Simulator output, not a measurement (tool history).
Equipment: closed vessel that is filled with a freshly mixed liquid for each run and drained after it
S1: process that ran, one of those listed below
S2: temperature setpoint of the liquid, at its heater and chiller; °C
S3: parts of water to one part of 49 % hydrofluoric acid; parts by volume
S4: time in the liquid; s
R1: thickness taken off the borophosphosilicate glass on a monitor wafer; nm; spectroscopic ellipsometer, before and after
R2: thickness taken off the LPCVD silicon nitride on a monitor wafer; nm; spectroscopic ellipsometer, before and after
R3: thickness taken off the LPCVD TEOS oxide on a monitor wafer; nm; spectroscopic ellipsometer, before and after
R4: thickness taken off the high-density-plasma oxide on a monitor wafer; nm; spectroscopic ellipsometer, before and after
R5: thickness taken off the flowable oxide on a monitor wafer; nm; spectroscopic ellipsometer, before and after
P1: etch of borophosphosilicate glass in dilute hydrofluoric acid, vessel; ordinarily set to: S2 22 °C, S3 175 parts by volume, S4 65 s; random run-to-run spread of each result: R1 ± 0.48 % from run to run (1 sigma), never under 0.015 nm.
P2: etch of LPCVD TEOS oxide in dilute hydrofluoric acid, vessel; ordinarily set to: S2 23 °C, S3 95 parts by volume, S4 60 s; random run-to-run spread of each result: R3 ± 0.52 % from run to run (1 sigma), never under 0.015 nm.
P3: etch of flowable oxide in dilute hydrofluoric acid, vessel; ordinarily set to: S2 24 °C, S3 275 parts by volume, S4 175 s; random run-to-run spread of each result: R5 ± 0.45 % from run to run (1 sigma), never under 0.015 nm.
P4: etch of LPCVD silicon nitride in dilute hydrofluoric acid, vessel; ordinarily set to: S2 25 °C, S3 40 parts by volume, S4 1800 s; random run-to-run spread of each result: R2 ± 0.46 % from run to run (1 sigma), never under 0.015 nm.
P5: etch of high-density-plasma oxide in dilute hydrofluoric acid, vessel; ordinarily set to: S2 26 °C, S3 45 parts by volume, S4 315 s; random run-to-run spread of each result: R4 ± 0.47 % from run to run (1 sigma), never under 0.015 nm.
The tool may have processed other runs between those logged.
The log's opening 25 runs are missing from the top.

run 26 hour=363.4 | S1=P3 S2=24 S3=275 S4=175 | R5=35.32
run 27 hour=373.8 | S1=P4 S2=25 S3=40 S4=1800 | R2=23.289
run 28 hour=388.2 | S1=P1 S2=22 S3=175 S4=65 | R1=12.575
run 29 hour=402.9 | S1=P1 S2=22 S3=175 S4=65 | R1=12.596
run 30 hour=417.2 | S1=P1 S2=22 S3=175 S4=65 | R1=12.616
run 31 hour=432.5 | S1=P1 S2=22 S3=175 S4=65 | R1=12.643
run 32 hour=445.6 | S1=P2 S2=23 S3=140 S4=60 | R3=6.3905
run 33 hour=460.2 | S1=P1 S2=22 S3=175 S4=65 | R1=12.589
run 34 hour=475.3 | S1=P1 S2=22 S3=175 S4=65 | R1=13.01
run 35 hour=489.8 | S1=P1 S2=22 S3=175 S4=65 | R1=13.132
run 36 hour=501.7 | S1=P1 S2=22 S3=175 S4=65 | R1=13.392

Estimate the outcome of run 37 from the log above:
run 37 hour=515.1 | S1=P1 S2=22 S3=175 S4=65 | R1=?

Run 37 measured R1 13.387 nm.
